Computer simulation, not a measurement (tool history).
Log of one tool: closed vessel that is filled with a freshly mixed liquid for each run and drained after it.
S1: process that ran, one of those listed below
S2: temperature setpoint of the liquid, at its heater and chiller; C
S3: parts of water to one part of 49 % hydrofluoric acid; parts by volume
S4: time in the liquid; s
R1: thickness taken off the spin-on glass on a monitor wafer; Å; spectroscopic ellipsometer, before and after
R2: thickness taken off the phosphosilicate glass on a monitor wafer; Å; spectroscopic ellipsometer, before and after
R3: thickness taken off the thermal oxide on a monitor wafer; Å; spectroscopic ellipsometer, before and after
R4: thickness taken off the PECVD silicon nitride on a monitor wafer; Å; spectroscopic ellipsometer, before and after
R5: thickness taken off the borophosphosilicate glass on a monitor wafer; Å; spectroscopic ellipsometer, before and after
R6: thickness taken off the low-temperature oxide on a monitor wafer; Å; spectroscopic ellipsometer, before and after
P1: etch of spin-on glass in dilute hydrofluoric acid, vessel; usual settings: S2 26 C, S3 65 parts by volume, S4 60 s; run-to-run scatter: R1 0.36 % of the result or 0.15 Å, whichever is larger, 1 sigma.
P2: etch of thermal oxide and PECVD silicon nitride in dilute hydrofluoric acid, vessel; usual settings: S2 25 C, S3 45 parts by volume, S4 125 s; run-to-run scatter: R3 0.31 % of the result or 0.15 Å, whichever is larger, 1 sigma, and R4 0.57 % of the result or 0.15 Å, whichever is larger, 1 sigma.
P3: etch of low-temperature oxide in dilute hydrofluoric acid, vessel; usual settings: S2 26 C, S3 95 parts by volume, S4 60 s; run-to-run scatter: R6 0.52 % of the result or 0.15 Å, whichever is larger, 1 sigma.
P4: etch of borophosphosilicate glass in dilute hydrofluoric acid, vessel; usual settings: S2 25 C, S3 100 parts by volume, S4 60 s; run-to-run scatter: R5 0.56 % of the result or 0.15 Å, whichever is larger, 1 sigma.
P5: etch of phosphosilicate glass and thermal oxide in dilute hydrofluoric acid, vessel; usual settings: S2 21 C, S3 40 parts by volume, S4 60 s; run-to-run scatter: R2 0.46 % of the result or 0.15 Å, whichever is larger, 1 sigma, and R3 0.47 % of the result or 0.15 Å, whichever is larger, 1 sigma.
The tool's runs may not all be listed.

run,day,S1,S2,S3,S4,R1,R2,R3,R4,R5,R6
1,0.288,P1,26,65,60,655.35,,,,,
2,0.675,P5,21,40,100,,2652,109.47,,,
3,1.079,P2,29.5,45,125,,,184.86,78.254,,
4,1.675,P5,21,40,60,,1573.9,65.044,,,
5,2.175,P4,17.5,100,60,,,,,345.41,
6,2.604,P4,25,100,60,,,,,475.56,
7,2.925,P5,17,40,60,,1337.4,54.616,,,
8,3.412,P4,25,100,95,,,,,746.83,
9,3.875,P3,26,95,60,,,,,,239.55
10,4.288,P5,21,20,60,,3282.5,132.66,,,
11,4.729,P1,26,65,60,652.26,,,,,
12,5.138,P1,26,110,95,575.6,,,,,
13,5.45,P2,25,45,125,,,155.3,58.522,,
14,5.854,P2,25,45,70,,,86.138,32.5,,
15,6.433,P1,33.5,65,60,869.66,,,,,
16,6.9,P2,25,45,125,,,154.49,58.784,,
17,7.217,P2,25,30,125,,,236.21,86.718,,
18,7.542,P1,26,25,60,1795.9,,,,,
19,7.871,P3,26,145,60,,,,,,147.98
20,8.454,P3,34,95,60,,,,,,323.88
21,8.833,P1,20,65,60,512.18,,,,,
22,9.388,P1,26,95,60,429.15,,,,,
23,9.929,P1,26,65,60,656.04,,,,,
24,10.404,P1,26,40,30,548.24,,,,,
25,10.675,P3,26,95,85,,,,,,335.58
26,11.15,P1,26,65,30,327.69,,,,,
27,11.758,P1,26,65,60,651.37,,,,,
28,12.138,P4,25,55,60,,,,,912.83,
29,12.654,P1,26,65,60,651.9,,,,,
30,12.996,P1,26,65,100,1093.6,,,,,
31,13.312,P1,26,65,60,654.13,,,,,
32,13.829,P1,26,65,60,656.73,,,,,
33,14.188,P1,26,65,60,673.2,,,,,
34,14.717,P1,26,65,60,685.38,,,,,
35,15.029,P1,26,65,60,692.64,,,,,
36,15.35,P1,26,65,60,704.47,,,,,
37,15.792,P1,26,65,60,702.52,,,,,
38,16.146,P1,26,65,60,699.06,,,,,
39,16.671,P1,26,65,60,698.76,,,,,

What P1 gives has crept away from where it was. These 2 causes fit the log equally well, each at the size given:
A: hydrofluoric acid flow above the setpoint (%) = 6.83
B: liquid hotter than its thermometer reads (K) = 1.81
The creep began at about day 13.829.

4 check runs are offered, one wafer each, their results left as question marks. Which one tells the causes apart?
check 1,17.196,P5,21,40,60,,?,?,,,
check 2,17.196,P3,26,95,60,,,,,,?
check 3,17.196,P4,25,100,60,,,,,?,
check 4,17.196,P2,25,45,125,,,?,?,,

What each check would give under each cause:
check,result,if A,if B
check 1,R2,1704.2,1716.1
check 1,R3,69.695,70.184
check 2,R6,257.14,256.15
check 3,R5,509.49,507.64
check 4,R3,165.44,166.04
check 4,R4,62.403,65.998
How far apart the two closest causes lie, in the result that separates them most: check 1 0.7 %; check 2 0.38 %; check 3 0.36 %; check 4 5.6 %
Check 4 tells the causes apart: in the others they would give nearly the same result.

Then check 4 was run and gave: R3 165.69 Å; R4 62.176 Å. Which cause is it?

It is A: hydrofluoric acid flow above the setpoint (%).
